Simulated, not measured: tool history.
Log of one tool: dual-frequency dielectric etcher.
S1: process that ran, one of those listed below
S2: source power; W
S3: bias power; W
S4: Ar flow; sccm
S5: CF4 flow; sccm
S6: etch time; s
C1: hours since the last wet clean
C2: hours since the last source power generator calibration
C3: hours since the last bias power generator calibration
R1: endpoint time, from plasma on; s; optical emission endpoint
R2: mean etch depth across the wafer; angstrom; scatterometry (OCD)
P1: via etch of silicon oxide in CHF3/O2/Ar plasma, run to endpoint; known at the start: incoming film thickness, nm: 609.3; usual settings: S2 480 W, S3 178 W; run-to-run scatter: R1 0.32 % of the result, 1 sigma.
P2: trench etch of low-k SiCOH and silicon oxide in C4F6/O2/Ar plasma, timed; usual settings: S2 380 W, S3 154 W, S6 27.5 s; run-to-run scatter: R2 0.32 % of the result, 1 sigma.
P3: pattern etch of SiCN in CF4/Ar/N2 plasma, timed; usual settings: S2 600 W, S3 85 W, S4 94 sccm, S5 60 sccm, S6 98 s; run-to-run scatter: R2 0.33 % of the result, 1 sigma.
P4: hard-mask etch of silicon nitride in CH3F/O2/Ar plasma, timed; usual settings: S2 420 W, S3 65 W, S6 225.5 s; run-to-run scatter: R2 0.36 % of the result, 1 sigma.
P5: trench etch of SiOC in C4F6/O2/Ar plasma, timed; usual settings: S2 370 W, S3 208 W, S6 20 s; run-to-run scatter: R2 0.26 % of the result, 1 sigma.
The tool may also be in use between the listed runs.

run   hour  S1   S2   S3   S4  S5     S6     C1      C2      C3      R1      R2
  1    7.9  P1  480  178                  304.2  2965.5  1070.5   327.1
  2   16.8  P1  370  230                  313.1  2974.4  1079.4  329.97
  3   21.4  P3  600   85   94  73     98  317.7    2979    1084            1165
  4   30.5  P4  420   47           225.5  326.8  2988.1  1093.1          1345.7
  5   38.8  P3  830   85   94  60     98  335.1  2996.4  1101.4          1510.8
  6     47  P1  480  178                  343.3  3004.6  1109.6   327.9
  7   52.2  P2  380  154            17.5  348.5  3009.8  1114.8          502.11
  8   57.3  P3  600   55   94  60     98  353.6  3014.9  1119.9          982.66
  9   65.3  P3  600   85  124  60     98  361.6  3022.9  1127.9          1085.9
 10   71.2  P1  360  131                  367.5  3028.8  1133.8  407.14
 11   79.8  P1  480  178                  376.1  3037.4  1142.4  327.22
 12   85.6  P4  550   65           225.5  381.9  3043.2  1148.2          1663.3
 13   93.8  P1  650  178                  390.1  3051.4  1156.4  291.17
 14   99.5  P3  600   85   94  60  145.5  395.8  3057.1  1162.1          1691.6
 15  107.6  P2  240  154            27.5  403.9  3065.2  1170.2          659.99
 16  113.7  P1  370  178                    410  3071.3  1176.3   362.2
 17  121.5  P5  370  208              20  417.8  3079.1  1184.1          424.85
 18    129  P5  220  208              20  425.3  3086.6  1191.6          349.23
 19  138.1  P1  480  251                  434.4  3095.7  1200.7  289.19
 20  143.5  P4  420   65           311.5  439.8  3101.1  1206.1          2086.3
 21  151.1  P5  370  208              20  447.4  3108.7  1213.7          426.37
 22  160.1  P1  480  178                  456.4  3117.7  1222.7  329.68
 23  166.7  P1  320  140                    463  3124.3  1229.3   416.3
 24  173.4  P2  380  208            27.5  469.7    3131    1236          861.47
 25  182.3  P2  380  154            27.5  478.6  3139.9  1244.9          786.84
 26  191.3  P5  370  246              20  487.6  3148.9  1253.9           449.8
 27  199.2  P4  420   65           225.5  495.5  3156.8  1261.8          1509.7
 28    205  P1  480  178                  501.3  3162.6  1267.6  328.69
 29  211.2  P1  480  116                  507.5  3168.8  1273.8  378.91
 30    219  P4  420   65           225.5  515.3  3176.6  1281.6          1507.6
 31  227.1  P5  370  208            24.5  523.4  3184.7  1289.7          520.59
 32  236.7  P3  600   85   94  60     98    533  3194.3  1299.3          1140.5
 33  246.1  P1  480  178                  542.4  3203.7  1308.7  327.66
 34  251.6  P1  480  178                  547.9  3209.2  1314.2  331.59
 35  260.7  P1  480  178                    557  3218.3  1323.3  332.11
 36  268.8  P1  480  178                  565.1  3226.4  1331.4  331.71
     275.6  -- wet clean of the chamber
 37  278.2  P1  480  178                    2.7  3235.8  1340.8  333.94
 38  287.2  P1  480  178                   11.7  3244.8  1349.8   332.1
 39  294.3  P1  480  178                   18.8  3251.9  1356.9  333.93
 40  302.9  P1  480  178                   27.4  3260.5  1365.5  333.22

What P1 gives has crept away from where it was. These 2 causes fit the log equally well, each at the size given:
A: bias power that arrives under what is set, % = 4.82
B: source power that arrives under what is set, % = 4.31
The creep began at about hour 246.1.
Why every other cause is out:
chamber walls in a state that lowers the etch rate, %: serviced at hour 275.6, which brought nothing back

4 check runs are offered, one wafer each, their results left as question marks. Which one tells the causes apart?
check 1  311.5  P4  480   65          225.5                   ?
check 2  311.5  P2  290  154           27.5                   ?
check 3  311.5  P5  240  240             20                   ?
check 4  311.5  P3  780   56  94  60     98                   ?

What each check would give under each cause:
  check  result    if A    if B
check 1      R2  1555.4  1554.4
check 2      R2  698.88   697.6
check 3      R2  372.07   372.2
check 4      R2  1224.2  1195.7
How far apart the two closest causes lie, in the result that separates them most: check 1 0.07 %; check 2 0.18 %; check 3 0.04 %; check 4 2.35 %
Check 4 tells the causes apart: in the others they would give nearly the same result.

Check 4 was then run and gave: R2 1189.6 angstrom. Which cause is it?

It is B: source power that arrives under what is set, %.

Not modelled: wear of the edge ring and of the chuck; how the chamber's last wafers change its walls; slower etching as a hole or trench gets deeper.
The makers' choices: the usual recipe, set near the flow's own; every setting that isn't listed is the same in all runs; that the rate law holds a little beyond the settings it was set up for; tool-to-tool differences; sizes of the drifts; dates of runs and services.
